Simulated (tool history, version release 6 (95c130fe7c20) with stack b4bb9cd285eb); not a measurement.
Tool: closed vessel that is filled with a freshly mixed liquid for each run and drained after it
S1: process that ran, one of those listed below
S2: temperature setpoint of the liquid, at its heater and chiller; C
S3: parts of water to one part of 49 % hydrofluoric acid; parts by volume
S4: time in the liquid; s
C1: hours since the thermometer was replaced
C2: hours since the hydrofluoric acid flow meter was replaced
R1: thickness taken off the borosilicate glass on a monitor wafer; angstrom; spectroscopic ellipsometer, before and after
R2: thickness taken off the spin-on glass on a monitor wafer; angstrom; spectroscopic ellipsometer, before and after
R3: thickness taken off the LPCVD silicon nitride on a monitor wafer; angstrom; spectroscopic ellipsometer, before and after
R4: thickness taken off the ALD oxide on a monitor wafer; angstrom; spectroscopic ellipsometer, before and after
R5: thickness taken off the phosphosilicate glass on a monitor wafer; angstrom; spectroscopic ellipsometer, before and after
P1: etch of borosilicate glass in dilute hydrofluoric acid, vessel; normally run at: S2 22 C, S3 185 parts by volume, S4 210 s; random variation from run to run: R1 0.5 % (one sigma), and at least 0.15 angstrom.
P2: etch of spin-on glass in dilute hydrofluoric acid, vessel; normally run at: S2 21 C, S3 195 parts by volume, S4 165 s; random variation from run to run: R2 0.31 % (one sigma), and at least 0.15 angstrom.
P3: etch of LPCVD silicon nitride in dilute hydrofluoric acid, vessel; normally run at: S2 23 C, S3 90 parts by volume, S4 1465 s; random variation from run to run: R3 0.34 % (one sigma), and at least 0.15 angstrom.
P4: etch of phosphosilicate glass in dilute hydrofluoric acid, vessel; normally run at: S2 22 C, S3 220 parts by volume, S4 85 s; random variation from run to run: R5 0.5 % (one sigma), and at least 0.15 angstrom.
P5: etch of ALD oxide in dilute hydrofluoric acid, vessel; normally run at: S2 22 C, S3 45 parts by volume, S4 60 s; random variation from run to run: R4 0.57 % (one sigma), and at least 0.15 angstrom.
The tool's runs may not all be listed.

{"run": 1, "hour": 11.2, "S1": "P1", "S2": 22, "S3": 185, "S4": 210, "C1": 1828.7, "C2": 1417.6, "R1": 295.84}
{"run": 2, "hour": 21.3, "S1": "P2", "S2": 21, "S3": 195, "S4": 335, "C1": 1838.8, "C2": 1427.7, "R2": 379.17}
{"run": 3, "hour": 28.1, "S1": "P1", "S2": 22, "S3": 315, "S4": 70, "C1": 1845.6, "C2": 1434.5, "R1": 50.659}
{"run": 4, "hour": 42.5, "S1": "P3", "S2": 23, "S3": 90, "S4": 2780, "C1": 1860, "C2": 1448.9, "R3": 152.71}
{"run": 5, "hour": 56.0, "S1": "P1", "S2": 22, "S3": 185, "S4": 210, "C1": 1873.5, "C2": 1462.4, "R1": 296.35}
{"run": 6, "hour": 65.0, "S1": "P3", "S2": 18.5, "S3": 90, "S4": 1465, "C1": 1882.5, "C2": 1471.4, "R3": 59.398}
{"run": 7, "hour": 76.7, "S1": "P1", "S2": 25.5, "S3": 245, "S4": 210, "C1": 1894.2, "C2": 1483.1, "R1": 238.76}
{"run": 8, "hour": 85.8, "S1": "P5", "S2": 28.5, "S3": 45, "S4": 60, "C1": 1903.3, "C2": 1492.2, "R4": 278.47}
{"run": 9, "hour": 95.5, "S1": "P1", "S2": 28.5, "S3": 185, "S4": 210, "C1": 1913, "C2": 1501.9, "R1": 377.75}
{"run": 10, "hour": 108.1, "S1": "P5", "S2": 22, "S3": 45, "S4": 60, "C1": 1925.6, "C2": 1514.5, "R4": 215.15}
{"run": 11, "hour": 118.5, "S1": "P3", "S2": 23, "S3": 90, "S4": 1465, "C1": 1936, "C2": 1524.9, "R3": 80.445}
{"run": 12, "hour": 132.2, "S1": "P5", "S2": 22, "S3": 45, "S4": 60, "C1": 1949.7, "C2": 1538.6, "R4": 212.31}
{"run": 13, "hour": 146.2, "S1": "P4", "S2": 22, "S3": 320, "S4": 85, "C1": 1963.7, "C2": 1552.6, "R5": 184.51}
{"run": 14, "hour": 157.0, "S1": "P4", "S2": 22, "S3": 220, "S4": 35, "C1": 1974.5, "C2": 1563.4, "R5": 122.23}
{"run": 15, "hour": 169.7, "S1": "P1", "S2": 22, "S3": 185, "S4": 210, "C1": 1987.2, "C2": 1576.1, "R1": 295.07}
{"run": 16, "hour": 179.6, "S1": "P3", "S2": 23, "S3": 20, "S4": 1465, "C1": 1997.1, "C2": 1586, "R3": 346.28}
{"run": 17, "hour": 186.3, "S1": "P4", "S2": 22, "S3": 220, "S4": 85, "C1": 2003.8, "C2": 1592.7, "R5": 293.93}
{"run": 18, "hour": 194.6, "S1": "P2", "S2": 21, "S3": 195, "S4": 165, "C1": 2012.1, "C2": 1601, "R2": 187.81}
{"run": 19, "hour": 202.5, "S1": "P4", "S2": 22, "S3": 220, "S4": 85, "C1": 2020, "C2": 1608.9, "R5": 296.9}
{"run": 20, "hour": 210.0, "S1": "P1", "S2": 22, "S3": 185, "S4": 355, "C1": 2027.5, "C2": 1616.4, "R1": 500.73}
{"run": 21, "hour": 219.0, "S1": "P1", "S2": 22, "S3": 185, "S4": 210, "C1": 2036.5, "C2": 1625.4, "R1": 295.14}
{"run": 22, "hour": 231.4, "S1": "P1", "S2": 18, "S3": 185, "S4": 210, "C1": 2048.9, "C2": 1637.8, "R1": 253.25}
{"run": 23, "hour": 244.3, "S1": "P2", "S2": 25, "S3": 195, "S4": 165, "C1": 2061.8, "C2": 1650.7, "R2": 217.65}
{"run": 24, "hour": 255.7, "S1": "P4", "S2": 26, "S3": 220, "S4": 85, "C1": 2073.2, "C2": 1662.1, "R5": 340.8}
{"run": 25, "hour": 269.9, "S1": "P2", "S2": 21, "S3": 110, "S4": 165, "C1": 2087.4, "C2": 1676.3, "R2": 364.9}
{"run": 26, "hour": 277.5, "S1": "P1", "S2": 22, "S3": 185, "S4": 105, "C1": 2095, "C2": 1683.9, "R1": 149.19}
{"run": 27, "hour": 284.9, "S1": "P1", "S2": 22, "S3": 40, "S4": 210, "C1": 2102.4, "C2": 1691.3, "R1": 1617.9}
{"run": 28, "hour": 293.4, "S1": "P5", "S2": 22, "S3": 65, "S4": 60, "C1": 2110.9, "C2": 1699.8, "R4": 144.25}
{"run": 29, "hour": 300.9, "S1": "P1", "S2": 22, "S3": 185, "S4": 210, "C1": 2118.4, "C2": 1707.3, "R1": 296.65}
{"run": 30, "hour": 311.1, "S1": "P1", "S2": 22, "S3": 185, "S4": 210, "C1": 2128.6, "C2": 1717.5, "R1": 296.04}
{"run": 31, "hour": 317.5, "S1": "P3", "S2": 23, "S3": 90, "S4": 1465, "C1": 2135, "C2": 1723.9, "R3": 80.143}
{"run": 32, "hour": 324.2, "S1": "P5", "S2": 22, "S3": 45, "S4": 30, "C1": 2141.7, "C2": 1730.6, "R4": 107.83}
{"run": 33, "hour": 332.7, "S1": "P1", "S2": 22, "S3": 285, "S4": 210, "C1": 2150.2, "C2": 1739.1, "R1": 174.87}
{"run": 34, "hour": 343.5, "S1": "P1", "S2": 22, "S3": 185, "S4": 210, "C1": 2161, "C2": 1749.9, "R1": 297.83}
{"run": 35, "hour": 352.4, "S1": "P1", "S2": 22, "S3": 185, "S4": 210, "C1": 2169.9, "C2": 1758.8, "R1": 284.35}
{"run": 36, "hour": 364.2, "S1": "P1", "S2": 22, "S3": 185, "S4": 210, "C1": 2181.7, "C2": 1770.6, "R1": 278.58}

The next listed run, before its measurement:
{"run": 37, "hour": 374.3, "S1": "P1", "S2": 22, "S3": 185, "S4": 210, "C1": 2191.8, "C2": 1780.7, "R1": "?"}

{"run 37": {"R1": 274.65}}
